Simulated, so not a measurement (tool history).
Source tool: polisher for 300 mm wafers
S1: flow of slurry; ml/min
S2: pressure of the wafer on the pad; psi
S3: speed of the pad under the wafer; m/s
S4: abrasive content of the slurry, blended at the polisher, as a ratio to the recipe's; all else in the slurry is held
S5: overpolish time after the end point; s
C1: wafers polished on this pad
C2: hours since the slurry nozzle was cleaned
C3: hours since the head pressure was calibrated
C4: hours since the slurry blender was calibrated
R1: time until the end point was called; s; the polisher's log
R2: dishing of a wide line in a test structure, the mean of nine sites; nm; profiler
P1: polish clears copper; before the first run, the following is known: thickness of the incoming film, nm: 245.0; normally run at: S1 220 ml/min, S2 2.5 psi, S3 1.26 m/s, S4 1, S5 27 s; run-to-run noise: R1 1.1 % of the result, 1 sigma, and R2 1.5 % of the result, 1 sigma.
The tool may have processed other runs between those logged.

run	day	S1	S2	S3	S4	S5	C1	C2	C3	C4	R1	R2
1	0.325	220	2.5	1.26	1	27	1137	297	676	266.1	85.752	47.788
2	0.908	220	2.5	1.26	1	27	1298	311	690	280.1	85.96	47.168
3	1.212	220	2.5	1.26	1	27	1382	318.3	697.3	287.4	86.382	48.143
4	1.738	220	2.5	1.26	1	27	1526	330.9	709.9	300	88.367	45.668
5	2.154	130	2.5	1.26	1	27	1641	340.9	719.9	310	93.07	44.968
6	2.667	220	1.1	1.26	1	27	1782	353.2	732.2	322.3	195.81	22.558
7	2.929	220	3.6	1.26	1	27	1855	359.5	738.5	328.6	59.652	62.211
8	3.508	220	2.5	1.26	1	10	2014	373.4	752.4	342.5	87.895	20.708
9	4.071	290	2.5	1.26	0.75	27	2169	386.9	765.9	356	89.348	45.46
10	4.346	150	1.8	1.26	1	27	2245	393.5	772.5	362.6	126.55	34.395
11	4.8	220	2.5	1.26	0.6	27	2370	404.4	783.4	373.5	96.438	42.728
12	5.35	220	2.5	1.26	1	27	2521	417.6	796.6	386.7	85.4	45.939
13	5.704	220	2.5	1.26	1	41	2619	426.1	805.1	395.2	86.25	61.685
14	6.125	275	1.8	1.26	1	27	2735	436.2	815.2	405.3	117.45	36.11
15	6.533	220	2.5	0.58	1	27	2847	446	825	415.1	185.53	24.764
16	7.012	335	2.5	1.26	1	27	2980	457.5	836.5	426.6	84.604	48.745
17	7.425	220	2.5	1.74	1	27	3093	467.4	846.4	436.5	62.162	58.897
18	8.004	220	2.5	1.26	1.3	27	3253	481.3	860.3	450.4	80.934	48.23
19	8.538	220	2.5	1.26	1	27	3400	494.1	873.1	463.2	86.589	47.585
20	9	220	2.5	1.26	1	27	3527	505.2	884.2	474.3	87.302	47.053
21	9.362	220	2.5	1.26	1	27	3627	513.9	892.9	483	87.296	46.242
22	9.796	220	2.5	1.26	1	27	3746	524.3	903.3	493.4	88.615	45.943
23	10.267	220	2.5	1.26	1	27	3876	535.6	914.6	504.7	89.293	45.709
24	10.675	220	2.5	1.26	1	27	3989	545.4	924.4	514.5	92.4	44.581
# day 11.083: worn pad replaced by a new one
25	11.154	220	2.5	1.26	1	27	19	556.9	935.9	526	94.548	43.555
# day 11.271: head pressure recalibrated
26	11.55	220	2.5	1.26	1	27	128	566.4	6.8	535.5	91.186	44.517
27	11.933	220	2.5	1.26	1	27	234	575.6	16	544.7	93.707	43.655

Run 28, settings as shown, results not yet in. Your forecast:
28	12.25	220	2.5	1.26	1	27	321	583.2	23.6	552.3	?	?

R1: 94.246 s
R2: 44.032 nm
